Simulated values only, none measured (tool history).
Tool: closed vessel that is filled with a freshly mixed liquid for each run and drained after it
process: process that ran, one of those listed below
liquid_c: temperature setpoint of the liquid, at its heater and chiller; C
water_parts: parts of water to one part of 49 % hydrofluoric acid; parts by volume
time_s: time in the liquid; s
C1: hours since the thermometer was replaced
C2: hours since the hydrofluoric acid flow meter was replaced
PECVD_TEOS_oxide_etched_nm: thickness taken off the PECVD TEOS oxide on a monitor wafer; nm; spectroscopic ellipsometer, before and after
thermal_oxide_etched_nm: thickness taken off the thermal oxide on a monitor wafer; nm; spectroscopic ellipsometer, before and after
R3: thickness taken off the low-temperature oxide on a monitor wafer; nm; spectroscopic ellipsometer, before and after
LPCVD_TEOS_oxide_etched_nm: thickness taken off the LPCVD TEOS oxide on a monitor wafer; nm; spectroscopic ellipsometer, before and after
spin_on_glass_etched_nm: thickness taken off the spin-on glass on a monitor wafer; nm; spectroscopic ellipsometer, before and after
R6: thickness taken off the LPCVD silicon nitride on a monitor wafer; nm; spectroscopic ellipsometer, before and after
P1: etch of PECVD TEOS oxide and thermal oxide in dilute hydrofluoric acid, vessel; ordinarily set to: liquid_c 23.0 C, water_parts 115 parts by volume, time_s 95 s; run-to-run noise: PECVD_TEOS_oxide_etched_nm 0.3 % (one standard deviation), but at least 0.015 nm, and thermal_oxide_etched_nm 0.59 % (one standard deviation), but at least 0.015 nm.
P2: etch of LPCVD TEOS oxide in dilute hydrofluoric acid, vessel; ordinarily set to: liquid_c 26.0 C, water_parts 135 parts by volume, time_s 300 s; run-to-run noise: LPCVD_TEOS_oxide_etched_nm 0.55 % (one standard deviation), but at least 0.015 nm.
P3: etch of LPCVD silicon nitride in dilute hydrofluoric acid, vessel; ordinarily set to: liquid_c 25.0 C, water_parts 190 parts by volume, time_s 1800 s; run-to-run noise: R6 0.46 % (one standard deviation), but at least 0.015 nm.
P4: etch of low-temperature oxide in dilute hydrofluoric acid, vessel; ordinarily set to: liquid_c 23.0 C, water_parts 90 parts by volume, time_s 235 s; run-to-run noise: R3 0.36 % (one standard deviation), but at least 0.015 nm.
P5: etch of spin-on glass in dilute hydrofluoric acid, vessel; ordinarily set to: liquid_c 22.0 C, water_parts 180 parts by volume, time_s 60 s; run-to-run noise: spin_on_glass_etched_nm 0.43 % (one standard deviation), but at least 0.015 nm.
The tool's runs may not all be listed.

{"run": 1, "hour": 3.5, "process": "P1", "liquid_c": 23.0, "water_parts": 115, "time_s": 95, "C1": 962.2, "C2": 894.7, "PECVD_TEOS_oxide_etched_nm": 11.589, "thermal_oxide_etched_nm": 3.7791}
{"run": 2, "hour": 8.2, "process": "P4", "liquid_c": 23.0, "water_parts": 145, "time_s": 235, "C1": 966.9, "C2": 899.4, "R3": 24.326}
{"run": 3, "hour": 10.9, "process": "P2", "liquid_c": 26.0, "water_parts": 135, "time_s": 300, "C1": 969.6, "C2": 902.1, "LPCVD_TEOS_oxide_etched_nm": 45.616}
{"run": 4, "hour": 13.5, "process": "P5", "liquid_c": 22.0, "water_parts": 290, "time_s": 60, "C1": 972.2, "C2": 904.7, "spin_on_glass_etched_nm": 6.2113}
{"run": 5, "hour": 16.5, "process": "P4", "liquid_c": 23.0, "water_parts": 90, "time_s": 80, "C1": 975.2, "C2": 907.7, "R3": 14.086}
{"run": 6, "hour": 20.3, "process": "P3", "liquid_c": 20.0, "water_parts": 190, "time_s": 1800, "C1": 979.0, "C2": 911.5, "R6": 4.0209}
{"run": 7, "hour": 25.0, "process": "P3", "liquid_c": 25.0, "water_parts": 190, "time_s": 3385, "C1": 983.7, "C2": 916.2, "R6": 10.439}
{"run": 8, "hour": 29.3, "process": "P1", "liquid_c": 23.0, "water_parts": 115, "time_s": 95, "C1": 988.0, "C2": 920.5, "PECVD_TEOS_oxide_etched_nm": 11.646, "thermal_oxide_etched_nm": 3.7181}
{"run": 9, "hour": 33.5, "process": "P1", "liquid_c": 30.0, "water_parts": 115, "time_s": 160, "C1": 992.2, "C2": 924.7, "PECVD_TEOS_oxide_etched_nm": 25.743, "thermal_oxide_etched_nm": 8.3164}
{"run": 10, "hour": 36.4, "process": "P1", "liquid_c": 23.0, "water_parts": 115, "time_s": 95, "C1": 995.1, "C2": 927.6, "PECVD_TEOS_oxide_etched_nm": 11.631, "thermal_oxide_etched_nm": 3.7517}
{"run": 11, "hour": 39.5, "process": "P1", "liquid_c": 23.0, "water_parts": 115, "time_s": 160, "C1": 998.2, "C2": 930.7, "PECVD_TEOS_oxide_etched_nm": 19.669, "thermal_oxide_etched_nm": 6.4129}
{"run": 12, "hour": 42.8, "process": "P2", "liquid_c": 26.0, "water_parts": 135, "time_s": 300, "C1": 1001.5, "C2": 934.0, "LPCVD_TEOS_oxide_etched_nm": 45.493}
{"run": 13, "hour": 45.3, "process": "P2", "liquid_c": 18.0, "water_parts": 135, "time_s": 300, "C1": 1004.0, "C2": 936.5, "LPCVD_TEOS_oxide_etched_nm": 32.847}
{"run": 14, "hour": 50.0, "process": "P1", "liquid_c": 31.0, "water_parts": 175, "time_s": 95, "C1": 1008.7, "C2": 941.2, "PECVD_TEOS_oxide_etched_nm": 9.5439, "thermal_oxide_etched_nm": 3.1053}
{"run": 15, "hour": 52.7, "process": "P1", "liquid_c": 30.0, "water_parts": 115, "time_s": 95, "C1": 1011.4, "C2": 943.9, "PECVD_TEOS_oxide_etched_nm": 15.301, "thermal_oxide_etched_nm": 4.9483}
{"run": 16, "hour": 57.4, "process": "P1", "liquid_c": 23.0, "water_parts": 20, "time_s": 95, "C1": 1016.1, "C2": 948.6, "PECVD_TEOS_oxide_etched_nm": 74.994, "thermal_oxide_etched_nm": 24.392}
{"run": 17, "hour": 62.0, "process": "P4", "liquid_c": 23.0, "water_parts": 90, "time_s": 235, "C1": 1020.7, "C2": 953.2, "R3": 41.673}
{"run": 18, "hour": 64.7, "process": "P3", "liquid_c": 25.0, "water_parts": 35, "time_s": 1800, "C1": 1023.4, "C2": 955.9, "R6": 29.358}
{"run": 19, "hour": 66.9, "process": "P1", "liquid_c": 23.0, "water_parts": 115, "time_s": 30, "C1": 1025.6, "C2": 958.1, "PECVD_TEOS_oxide_etched_nm": 3.6885, "thermal_oxide_etched_nm": 1.1785}
{"run": 20, "hour": 70.4, "process": "P3", "liquid_c": 25.0, "water_parts": 190, "time_s": 1800, "C1": 1029.1, "C2": 961.6, "R6": 5.4981}
{"run": 21, "hour": 74.2, "process": "P5", "liquid_c": 22.0, "water_parts": 180, "time_s": 110, "C1": 1032.9, "C2": 965.4, "spin_on_glass_etched_nm": 20.595}
{"run": 22, "hour": 79.1, "process": "P1", "liquid_c": 23.0, "water_parts": 185, "time_s": 95, "C1": 1037.8, "C2": 970.3, "PECVD_TEOS_oxide_etched_nm": 6.6978, "thermal_oxide_etched_nm": 2.1934}
{"hour": 79.8, "done": "thermometer replaced"}
{"run": 23, "hour": 83.9, "process": "P1", "liquid_c": 17.5, "water_parts": 115, "time_s": 55, "C1": 4.1, "C2": 975.1, "PECVD_TEOS_oxide_etched_nm": 5.4212, "thermal_oxide_etched_nm": 1.7637}
{"run": 24, "hour": 86.5, "process": "P5", "liquid_c": 22.0, "water_parts": 180, "time_s": 60, "C1": 6.7, "C2": 977.7, "spin_on_glass_etched_nm": 11.236}
{"run": 25, "hour": 89.3, "process": "P4", "liquid_c": 23.0, "water_parts": 90, "time_s": 235, "C1": 9.5, "C2": 980.5, "R3": 41.597}
{"run": 26, "hour": 91.5, "process": "P2", "liquid_c": 26.0, "water_parts": 135, "time_s": 490, "C1": 11.7, "C2": 982.7, "LPCVD_TEOS_oxide_etched_nm": 74.635}
{"run": 27, "hour": 94.2, "process": "P1", "liquid_c": 23.0, "water_parts": 115, "time_s": 95, "C1": 14.4, "C2": 985.4, "PECVD_TEOS_oxide_etched_nm": 11.65, "thermal_oxide_etched_nm": 3.7852}
{"run": 28, "hour": 98.5, "process": "P5", "liquid_c": 22.0, "water_parts": 180, "time_s": 60, "C1": 18.7, "C2": 989.7, "spin_on_glass_etched_nm": 11.16}
{"run": 29, "hour": 103.1, "process": "P1", "liquid_c": 17.0, "water_parts": 115, "time_s": 95, "C1": 23.3, "C2": 994.3, "PECVD_TEOS_oxide_etched_nm": 9.1225, "thermal_oxide_etched_nm": 2.9848}
{"run": 30, "hour": 105.9, "process": "P5", "liquid_c": 17.0, "water_parts": 180, "time_s": 60, "C1": 26.1, "C2": 997.1, "spin_on_glass_etched_nm": 9.1655}
{"run": 31, "hour": 110.4, "process": "P1", "liquid_c": 23.0, "water_parts": 115, "time_s": 95, "C1": 30.6, "C2": 1001.6, "PECVD_TEOS_oxide_etched_nm": 11.639, "thermal_oxide_etched_nm": 3.6931}
{"run": 32, "hour": 114.8, "process": "P2", "liquid_c": 26.0, "water_parts": 60, "time_s": 300, "C1": 35.0, "C2": 1006.0, "LPCVD_TEOS_oxide_etched_nm": 112.99}
{"run": 33, "hour": 118.9, "process": "P4", "liquid_c": 30.5, "water_parts": 90, "time_s": 235, "C1": 39.1, "C2": 1010.1, "R3": 55.958}
{"run": 34, "hour": 121.1, "process": "P1", "liquid_c": 23.0, "water_parts": 115, "time_s": 95, "C1": 41.3, "C2": 1012.3, "PECVD_TEOS_oxide_etched_nm": 11.645, "thermal_oxide_etched_nm": 3.7687}
{"run": 35, "hour": 125.9, "process": "P1", "liquid_c": 23.0, "water_parts": 115, "time_s": 95, "C1": 46.1, "C2": 1017.1, "PECVD_TEOS_oxide_etched_nm": 11.931, "thermal_oxide_etched_nm": 3.9041}
{"run": 36, "hour": 129.3, "process": "P1", "liquid_c": 23.0, "water_parts": 115, "time_s": 95, "C1": 49.5, "C2": 1020.5, "PECVD_TEOS_oxide_etched_nm": 12.062, "thermal_oxide_etched_nm": 3.9359}
{"run": 37, "hour": 134.0, "process": "P1", "liquid_c": 23.0, "water_parts": 115, "time_s": 95, "C1": 54.2, "C2": 1025.2, "PECVD_TEOS_oxide_etched_nm": 12.21, "thermal_oxide_etched_nm": 3.9786}
{"run": 38, "hour": 137.2, "process": "P1", "liquid_c": 23.0, "water_parts": 115, "time_s": 95, "C1": 57.4, "C2": 1028.4, "PECVD_TEOS_oxide_etched_nm": 12.333, "thermal_oxide_etched_nm": 3.9933}
{"run": 39, "hour": 141.8, "process": "P1", "liquid_c": 23.0, "water_parts": 115, "time_s": 95, "C1": 62.0, "C2": 1033.0, "PECVD_TEOS_oxide_etched_nm": 12.379, "thermal_oxide_etched_nm": 3.9931}
{"run": 40, "hour": 146.4, "process": "P1", "liquid_c": 23.0, "water_parts": 115, "time_s": 95, "C1": 66.6, "C2": 1037.6, "PECVD_TEOS_oxide_etched_nm": 12.417, "thermal_oxide_etched_nm": 4.0269}
{"run": 41, "hour": 150.5, "process": "P1", "liquid_c": 23.0, "water_parts": 115, "time_s": 95, "C1": 70.7, "C2": 1041.7, "PECVD_TEOS_oxide_etched_nm": 12.471, "thermal_oxide_etched_nm": 3.9622}
{"run": 42, "hour": 152.9, "process": "P1", "liquid_c": 23.0, "water_parts": 115, "time_s": 95, "C1": 73.1, "C2": 1044.1, "PECVD_TEOS_oxide_etched_nm": 12.403, "thermal_oxide_etched_nm": 4.0295}
{"run": 43, "hour": 155.3, "process": "P1", "liquid_c": 23.0, "water_parts": 115, "time_s": 95, "C1": 75.5, "C2": 1046.5, "PECVD_TEOS_oxide_etched_nm": 12.409, "thermal_oxide_etched_nm": 4.0447}
{"run": 44, "hour": 159.1, "process": "P1", "liquid_c": 23.0, "water_parts": 115, "time_s": 95, "C1": 79.3, "C2": 1050.3, "PECVD_TEOS_oxide_etched_nm": 12.541, "thermal_oxide_etched_nm": 4.0269}
{"run": 45, "hour": 161.4, "process": "P1", "liquid_c": 23.0, "water_parts": 115, "time_s": 95, "C1": 81.6, "C2": 1052.6, "PECVD_TEOS_oxide_etched_nm": 12.36, "thermal_oxide_etched_nm": 4.0458}

P1 no longer gives what it gave before; its output has crept away from where it was. The following 2 causes, each at its listed size, fit the log equally well:
A: liquid hotter than its thermometer reads (K) = 1.74
B: hydrofluoric acid flow above the setpoint (%) = 6.18
The drift started at roughly hour 121.1.

Question marks stand in for the results of the 4 check runs listed below, each run on one wafer. Under which run would the listed causes show clearly different results?
{"run": "check 1", "hour": 163.7, "process": "P5", "liquid_c": 22.0, "water_parts": 180, "time_s": 100, "spin_on_glass_etched_nm": "?"}
{"run": "check 2", "hour": 163.7, "process": "P3", "liquid_c": 25.0, "water_parts": 190, "time_s": 3345, "R6": "?"}
{"run": "check 3", "hour": 163.7, "process": "P4", "liquid_c": 29.5, "water_parts": 90, "time_s": 235, "R3": "?"}
{"run": "check 4", "hour": 163.7, "process": "P2", "liquid_c": 18.0, "water_parts": 135, "time_s": 485, "LPCVD_TEOS_oxide_etched_nm": "?"}

Outcome of each check run for each possible cause:
check=check_1 result=spin_on_glass_etched_nm if_A=19.9400 if_B=20.0430
check=check_2 result=R6 if_A=11.4630 if_B=10.9150
check=check_3 result=R3 if_A=57.311 if_B=57.418
check=check_4 result=LPCVD_TEOS_oxide_etched_nm if_A=57.350 if_B=57.197
How far apart the two closest causes lie, in the result that separates them most: check 1 0.51 %; check 2 4.89 %; check 3 0.19 %; check 4 0.27 %
Check 2 distinguishes between the causes, while the remaining checks would return nearly the same result for all of them.

After running check 2, the following was obtained: R6 10.9340 nm. Which cause does this point to?

B is the cause: hydrofluoric acid flow above the setpoint (%).

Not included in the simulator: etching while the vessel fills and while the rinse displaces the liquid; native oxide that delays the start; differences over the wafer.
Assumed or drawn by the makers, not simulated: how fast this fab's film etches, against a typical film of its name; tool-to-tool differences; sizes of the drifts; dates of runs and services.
